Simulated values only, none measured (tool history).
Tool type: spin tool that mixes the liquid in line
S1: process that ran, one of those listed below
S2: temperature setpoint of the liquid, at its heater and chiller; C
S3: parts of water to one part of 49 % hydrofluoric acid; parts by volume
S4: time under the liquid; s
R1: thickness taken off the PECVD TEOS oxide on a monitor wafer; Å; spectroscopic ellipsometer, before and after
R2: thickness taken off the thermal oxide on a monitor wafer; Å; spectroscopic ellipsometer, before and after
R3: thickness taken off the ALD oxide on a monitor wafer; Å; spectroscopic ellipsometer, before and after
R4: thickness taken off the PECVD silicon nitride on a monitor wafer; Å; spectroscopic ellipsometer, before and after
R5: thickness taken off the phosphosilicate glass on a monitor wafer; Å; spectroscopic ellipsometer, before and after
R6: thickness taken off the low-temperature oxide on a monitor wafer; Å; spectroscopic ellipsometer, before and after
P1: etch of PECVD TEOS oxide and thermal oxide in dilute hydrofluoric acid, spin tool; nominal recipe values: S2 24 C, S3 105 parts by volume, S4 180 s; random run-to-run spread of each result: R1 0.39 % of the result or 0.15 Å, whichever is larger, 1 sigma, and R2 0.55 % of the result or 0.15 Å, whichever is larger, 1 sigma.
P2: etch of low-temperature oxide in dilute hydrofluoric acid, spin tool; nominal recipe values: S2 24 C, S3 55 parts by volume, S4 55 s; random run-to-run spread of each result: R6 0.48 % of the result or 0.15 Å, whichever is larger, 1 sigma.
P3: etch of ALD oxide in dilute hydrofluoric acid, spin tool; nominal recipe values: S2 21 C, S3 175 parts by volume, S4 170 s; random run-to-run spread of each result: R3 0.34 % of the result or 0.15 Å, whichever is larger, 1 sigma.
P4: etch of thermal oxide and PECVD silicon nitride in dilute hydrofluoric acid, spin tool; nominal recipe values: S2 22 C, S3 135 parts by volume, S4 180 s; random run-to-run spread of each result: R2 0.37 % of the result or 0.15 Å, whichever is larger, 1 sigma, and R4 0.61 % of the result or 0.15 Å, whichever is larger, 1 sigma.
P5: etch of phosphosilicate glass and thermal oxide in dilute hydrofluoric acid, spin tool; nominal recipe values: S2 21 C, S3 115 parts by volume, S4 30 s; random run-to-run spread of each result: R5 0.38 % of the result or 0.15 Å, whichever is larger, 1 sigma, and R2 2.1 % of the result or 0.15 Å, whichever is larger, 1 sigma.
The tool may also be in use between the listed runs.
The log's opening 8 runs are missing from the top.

Run 9, hour 68.9: S1 P1, S2 24 C, S3 105 parts by volume, S4 180 s. Result: R1 246.32 Å, R2 77.879 Å.
Run 10, hour 77.3: S1 P1, S2 24 C, S3 105 parts by volume, S4 180 s. Result: R1 245.71 Å, R2 76.912 Å.
Run 11, hour 87.7: S1 P3, S2 21 C, S3 175 parts by volume, S4 255 s. Result: R3 230.65 Å.
Run 12, hour 93: S1 P4, S2 22 C, S3 135 parts by volume, S4 180 s. Result: R2 55.782 Å, R4 35.468 Å.
Run 13, hour 98.2: S1 P1, S2 24 C, S3 105 parts by volume, S4 180 s. Result: R1 245.35 Å, R2 76.526 Å.
At hour 98.8: thermometer replaced.
Run 14, hour 106.3: S1 P1, S2 24 C, S3 180 parts by volume, S4 180 s. Result: R1 130.53 Å, R2 41.127 Å.
Run 15, hour 115.8: S1 P1, S2 24 C, S3 105 parts by volume, S4 15 s. Result: R1 20.485 Å, R2 6.4568 Å.
Run 16, hour 120.6: S1 P2, S2 30 C, S3 55 parts by volume, S4 55 s. Result: R6 490.92 Å.
Run 17, hour 131.1: S1 P2, S2 24 C, S3 55 parts by volume, S4 55 s. Result: R6 381.79 Å.
Run 18, hour 138.5: S1 P1, S2 17 C, S3 105 parts by volume, S4 180 s. Result: R1 185.14 Å, R2 57.659 Å.
Run 19, hour 144.2: S1 P5, S2 21 C, S3 115 parts by volume, S4 15 s. Result: R2 5.1048 Å, R5 228.36 Å.
Run 20, hour 153.3: S1 P3, S2 21 C, S3 85 parts by volume, S4 170 s. Result: R3 348.54 Å.
Run 21, hour 162.6: S1 P5, S2 21 C, S3 115 parts by volume, S4 30 s. Result: R2 10.24 Å, R5 455.04 Å.
Run 22, hour 168.3: S1 P1, S2 24 C, S3 105 parts by volume, S4 180 s. Result: R1 246.45 Å, R2 77.449 Å.
Run 23, hour 174.4: S1 P1, S2 24 C, S3 105 parts by volume, S4 180 s. Result: R1 245.45 Å, R2 76.073 Å.

What does the tool deliver on the next run?
Run 24, hour 180.4: S1 P4, S2 22 C, S3 30 parts by volume, S4 180 s. Result: R2 ?, R4 ?.

R2: 281.53 Å
R4: 157.71 Å
